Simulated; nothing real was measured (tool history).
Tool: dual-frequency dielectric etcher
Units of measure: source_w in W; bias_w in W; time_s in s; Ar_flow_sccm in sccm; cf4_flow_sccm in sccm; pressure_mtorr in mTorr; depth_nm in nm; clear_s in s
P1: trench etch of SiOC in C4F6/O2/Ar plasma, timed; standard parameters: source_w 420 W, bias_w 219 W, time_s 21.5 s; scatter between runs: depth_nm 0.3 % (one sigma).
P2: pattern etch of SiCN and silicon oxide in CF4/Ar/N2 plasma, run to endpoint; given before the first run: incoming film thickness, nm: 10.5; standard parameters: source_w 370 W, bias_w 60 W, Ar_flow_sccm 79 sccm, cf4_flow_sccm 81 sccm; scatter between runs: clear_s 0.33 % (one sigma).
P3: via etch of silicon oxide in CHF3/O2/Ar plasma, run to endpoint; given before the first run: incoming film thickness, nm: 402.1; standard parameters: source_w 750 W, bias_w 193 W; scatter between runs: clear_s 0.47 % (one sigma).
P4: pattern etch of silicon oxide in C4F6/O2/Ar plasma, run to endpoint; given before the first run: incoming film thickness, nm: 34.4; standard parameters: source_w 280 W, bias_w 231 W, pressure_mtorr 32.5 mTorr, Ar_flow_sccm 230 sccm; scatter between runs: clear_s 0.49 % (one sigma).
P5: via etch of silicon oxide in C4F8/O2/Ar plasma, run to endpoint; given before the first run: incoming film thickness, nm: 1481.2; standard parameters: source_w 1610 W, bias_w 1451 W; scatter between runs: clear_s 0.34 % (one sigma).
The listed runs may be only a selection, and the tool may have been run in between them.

run	hour	process	source_w	bias_w	time_s	Ar_flow_sccm	cf4_flow_sccm	pressure_mtorr	depth_nm	clear_s
1	5.9	P1	420	219	21.5				49.565	
2	11.8	P1	420	261	21.5				52.433	
3	19.3	P1	530	219	21.5				53.965	
4	27.7	P1	420	219	21.5				49.053	
# hour 29.2: bias power generator calibrated
5	33.7	P2	370	60		100	81			15.651
6	43.7	P5	2100	1451						312.040
7	53.0	P2	370	60		79	99			14.668
8	63.4	P3	1070	193						157.560
9	72.7	P1	420	219	21.5				49.188	
10	78.9	P3	750	193						179.480
11	83.9	P1	420	219	28.0				64.147	
12	92.0	P3	750	193						178.930
13	101.9	P4	280	231		230		32.5		11.650
14	108.7	P1	330	272	21.5				48.297	
15	118.7	P1	490	165	21.5				47.772	
16	124.8	P1	270	219	21.5				41.513	
17	131.2	P2	370	60		79	81			15.009
18	138.6	P1	420	219	21.5				49.444	
19	143.7	P1	420	219	21.5				49.227	
20	150.2	P4	280	231		137		32.5		10.988
21	158.9	P4	280	231		230		44.5		12.061
22	165.4	P5	1610	1451						346.360
23	175.8	P4	210	231		230		32.5		12.982
24	180.6	P4	280	231		230		32.5		11.596
25	190.9	P1	420	219	12.0				27.525	
26	197.9	P3	750	139						199.600
27	202.4	P1	420	219	21.5				49.200	
28	208.7	P2	370	77		79	81			13.883
29	214.3	P1	420	219	21.5				49.202	
30	219.6	P2	450	60		79	81			12.639
31	229.6	P5	1610	908						393.240
32	238.3	P1	420	170	21.5				45.398	
33	243.6	P4	280	164		230		32.5		13.061
34	251.8	P1	420	219	21.5				49.177	
35	256.6	P1	420	219	21.5				49.352	
36	263.9	P1	420	219	21.5				48.635	
# hour 273.4: wet clean of the chamber
37	273.7	P1	420	219	21.5				48.509	
38	282.0	P1	420	219	21.5				48.384	
39	287.3	P1	420	219	21.5				48.745	
40	296.4	P1	420	219	21.5				48.403	
41	305.3	P1	420	219	21.5				48.490	
42	313.3	P1	420	219	21.5				48.691	

Something has made what P1 gives creep away from where it was; the 2 causes below, each at its own stated size, fit the log equally well:
A: source power that arrives under what is set, % = 3.84
B: bias power that arrives under what is set, % = 4.51
The process output started creeping at around hour 251.8.
Each remaining cause and why it is not a fit:
chamber walls in a state that lowers the etch rate, %: its service at hour 273.4 followed the start of the drift and did not put the process back to its old value

Of the 4 check runs below, each run on 2 wafers with the results averaged and each result still a question mark, which one would tell the listed causes apart?
check 1	321.3	P5	1610	914						?
check 2	321.3	P3	970	193						?
check 3	321.3	P2	450	60		79	93			?
check 4	321.3	P4	280	179		177		32.5		?

Expected result of each check under each candidate cause:
check	result	if A	if B
check 1	clear_s	397.040	394.940
check 2	clear_s	164.920	164.930
check 3	clear_s	12.837	12.567
check 4	clear_s	12.486	12.483
Gap, in per cent, between the two causes that each check separates least, read from the result that separates them most: check 1 0.53 %; check 2 0.01 %; check 3 2.13 %; check 4 0.03 %
The causes can be told apart only by check 3. The other checks would give nearly the same results under each of them.

Here is what check 3 returned: clear_s 12.592 s. Which cause is it?

It was cause B: bias power that arrives under what is set, %.
